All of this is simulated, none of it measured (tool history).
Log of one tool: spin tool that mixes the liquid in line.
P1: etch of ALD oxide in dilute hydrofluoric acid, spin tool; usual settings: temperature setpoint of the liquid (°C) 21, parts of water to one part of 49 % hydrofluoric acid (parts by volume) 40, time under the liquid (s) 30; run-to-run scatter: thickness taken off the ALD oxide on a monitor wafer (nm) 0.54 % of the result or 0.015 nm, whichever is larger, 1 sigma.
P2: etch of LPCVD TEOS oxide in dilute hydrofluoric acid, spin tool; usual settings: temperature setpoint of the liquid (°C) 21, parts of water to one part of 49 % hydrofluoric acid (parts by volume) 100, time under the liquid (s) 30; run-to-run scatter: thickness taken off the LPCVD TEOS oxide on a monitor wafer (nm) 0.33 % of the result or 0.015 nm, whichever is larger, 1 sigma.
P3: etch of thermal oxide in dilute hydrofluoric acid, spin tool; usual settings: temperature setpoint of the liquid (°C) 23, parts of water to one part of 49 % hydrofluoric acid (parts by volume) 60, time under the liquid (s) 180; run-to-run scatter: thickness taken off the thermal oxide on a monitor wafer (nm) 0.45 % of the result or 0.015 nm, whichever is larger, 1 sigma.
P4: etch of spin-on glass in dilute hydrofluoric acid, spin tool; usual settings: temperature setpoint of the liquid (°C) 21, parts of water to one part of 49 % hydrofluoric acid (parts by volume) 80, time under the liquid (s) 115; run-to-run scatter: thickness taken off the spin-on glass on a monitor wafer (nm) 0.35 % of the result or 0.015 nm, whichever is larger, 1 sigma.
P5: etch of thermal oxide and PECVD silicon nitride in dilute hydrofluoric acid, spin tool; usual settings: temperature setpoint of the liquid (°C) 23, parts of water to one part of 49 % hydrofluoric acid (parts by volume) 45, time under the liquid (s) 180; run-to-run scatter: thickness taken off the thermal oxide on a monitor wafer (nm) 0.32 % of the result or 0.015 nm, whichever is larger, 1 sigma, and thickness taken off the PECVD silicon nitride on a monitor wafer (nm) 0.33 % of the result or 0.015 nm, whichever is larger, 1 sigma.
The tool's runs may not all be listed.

run	hour	process that ran	temperature setpoint of the liquid (°C)	parts of water to one part of 49 % hydrofluoric acid (parts by volume)	time under the liquid (s)	hours since the thermometer was replaced	hours since the hydrofluoric acid flow meter was replaced	thickness taken off the ALD oxide on a monitor wafer (nm)	thickness taken off the thermal oxide on a monitor wafer (nm)	thickness taken off the PECVD silicon nitride on a monitor wafer (nm)	thickness taken off the spin-on glass on a monitor wafer (nm)	thickness taken off the LPCVD TEOS oxide on a monitor wafer (nm)
1	5.1	P1	21	40	30	497.2	837.7	19.807				
2	9.6	P1	21	20	30	501.7	842.2	40.716				
3	14	P1	21	40	30	506.1	846.6	19.882				
4	18.3	P5	30.5	45	180	510.4	850.9		26.061	11.579		
5	26.4	P4	21	80	115	518.5	859				55.351	
6	34.3	P4	17	80	115	526.4	866.9				46.392	
7	38.5	P1	27.5	40	30	530.6	871.1	25.878				
8	45.4	P3	23	60	310	537.5	878		24.214			
9	50.2	P3	23	60	180	542.3	882.8		14.058			
10	54.6	P2	21	100	15	546.7	887.2					4.7368
11	60.2	P1	17	65	30	552.3	892.8	10.008				
12	68.7	P5	23	30	180	560.8	901.3		29.59	10.476		
13	73.6	P4	21	80	25	565.7	906.2				11.914	
14	78	P2	21	100	30	570.1	910.6					9.534
15	82.2	P1	17	40	30	574.3	914.8	16.9				
16	86	P1	21	40	65	578.1	918.6	43.311				
17	91.7	P1	21	40	30	583.8	924.3	19.911				
18	98.1	P3	23	60	180	590.2	930.7		13.985			
19	105.3	P1	21	40	30	597.4	937.9	19.845				
20	112.5	P1	21	40	15	604.6	945.1	9.9385				
21	117.8	P5	23	45	180	609.9	950.4		19.317	7.0622		
22	122.7	P3	17	60	180	614.8	955.3		10.865			

Forecast run 23:
23	129.3	P2	21	180	30	621.4	961.9					?

Run 23 gave thickness taken off the LPCVD TEOS oxide on a monitor wafer (nm) 4.7882.
